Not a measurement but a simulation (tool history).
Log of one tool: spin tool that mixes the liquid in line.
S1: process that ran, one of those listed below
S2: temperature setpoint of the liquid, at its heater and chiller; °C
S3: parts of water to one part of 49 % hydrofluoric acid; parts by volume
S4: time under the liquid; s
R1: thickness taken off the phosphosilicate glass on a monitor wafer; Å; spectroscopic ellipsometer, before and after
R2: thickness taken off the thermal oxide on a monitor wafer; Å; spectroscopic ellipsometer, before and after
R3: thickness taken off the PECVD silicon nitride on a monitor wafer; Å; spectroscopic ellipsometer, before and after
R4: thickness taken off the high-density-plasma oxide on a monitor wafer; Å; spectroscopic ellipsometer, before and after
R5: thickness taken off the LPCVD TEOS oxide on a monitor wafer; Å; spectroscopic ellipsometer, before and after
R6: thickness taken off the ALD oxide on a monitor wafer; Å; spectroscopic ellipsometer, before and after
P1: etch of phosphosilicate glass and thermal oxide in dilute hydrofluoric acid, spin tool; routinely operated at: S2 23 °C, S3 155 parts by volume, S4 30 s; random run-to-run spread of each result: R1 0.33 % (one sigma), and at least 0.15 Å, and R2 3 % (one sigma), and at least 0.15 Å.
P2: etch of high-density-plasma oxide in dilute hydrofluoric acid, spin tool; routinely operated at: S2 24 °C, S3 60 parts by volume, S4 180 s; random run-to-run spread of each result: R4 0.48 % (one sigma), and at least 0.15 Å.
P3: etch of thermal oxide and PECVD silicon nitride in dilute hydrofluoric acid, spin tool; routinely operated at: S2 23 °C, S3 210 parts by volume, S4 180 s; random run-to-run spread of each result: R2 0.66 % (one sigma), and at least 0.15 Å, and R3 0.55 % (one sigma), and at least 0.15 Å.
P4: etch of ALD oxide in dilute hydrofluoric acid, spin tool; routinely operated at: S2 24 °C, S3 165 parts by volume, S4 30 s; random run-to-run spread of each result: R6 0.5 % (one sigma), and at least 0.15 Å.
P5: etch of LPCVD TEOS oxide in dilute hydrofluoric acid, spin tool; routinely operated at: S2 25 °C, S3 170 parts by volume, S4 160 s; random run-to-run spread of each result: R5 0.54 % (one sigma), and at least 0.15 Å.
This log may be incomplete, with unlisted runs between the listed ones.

run 1 hour=9.5 | S1=P1 S2=23 S3=155 S4=30 | R1=310.24 R2=8.1599
run 2 hour=19 | S1=P3 S2=17 S3=210 S4=180 | R2=27.743 R3=30.748
run 3 hour=28.5 | S1=P1 S2=23 S3=155 S4=30 | R1=307.76 R2=7.9964
run 4 hour=33.9 | S1=P1 S2=23 S3=155 S4=30 | R1=311.64 R2=7.3195
run 5 hour=40.9 | S1=P2 S2=24 S3=60 S4=180 | R4=178.48
run 6 hour=50.5 | S1=P5 S2=19 S3=170 S4=160 | R5=389.59
run 7 hour=56.4 | S1=P5 S2=25 S3=170 S4=40 | R5=124.33
run 8 hour=65.3 | S1=P1 S2=19 S3=85 S4=30 | R1=522.77 R2=14.517
run 9 hour=72.4 | S1=P4 S2=24 S3=165 S4=30 | R6=52.533
run 10 hour=80.6 | S1=P2 S2=24 S3=60 S4=360 | R4=358.44
run 11 hour=88.8 | S1=P3 S2=23 S3=210 S4=180 | R2=35.142 R3=45.695
run 12 hour=99.4 | S1=P4 S2=31.5 S3=165 S4=30 | R6=68.747
run 13 hour=111.3 | S1=P1 S2=18.5 S3=155 S4=15 | R1=129.65 R2=3.2439
run 14 hour=121.9 | S1=P4 S2=24 S3=225 S4=30 | R6=36.123
run 15 hour=127.7 | S1=P2 S2=32.5 S3=60 S4=180 | R4=251.51
run 16 hour=135.2 | S1=P1 S2=23 S3=155 S4=30 | R1=309.93 R2=8.1207
run 17 hour=141.7 | S1=P1 S2=19 S3=155 S4=30 | R1=265.01 R2=6.9026
run 18 hour=149.2 | S1=P1 S2=23 S3=155 S4=30 | R1=309.85 R2=8.1486
run 19 hour=154.7 | S1=P1 S2=23 S3=280 S4=30 | R1=151.51 R2=4.1368
run 20 hour=162.1 | S1=P1 S2=23 S3=155 S4=55 | R1=565.91 R2=14.711
run 21 hour=169.4 | S1=P1 S2=23 S3=155 S4=15 | R1=153.96 R2=4.0658
run 22 hour=175.3 | S1=P1 S2=30.5 S3=155 S4=30 | R1=407.38 R2=10.95

Run 23, settings as shown, results not yet in. Your forecast:
run 23 hour=183.1 | S1=P4 S2=24 S3=165 S4=60 | R6=?

R6: 104.79 Å
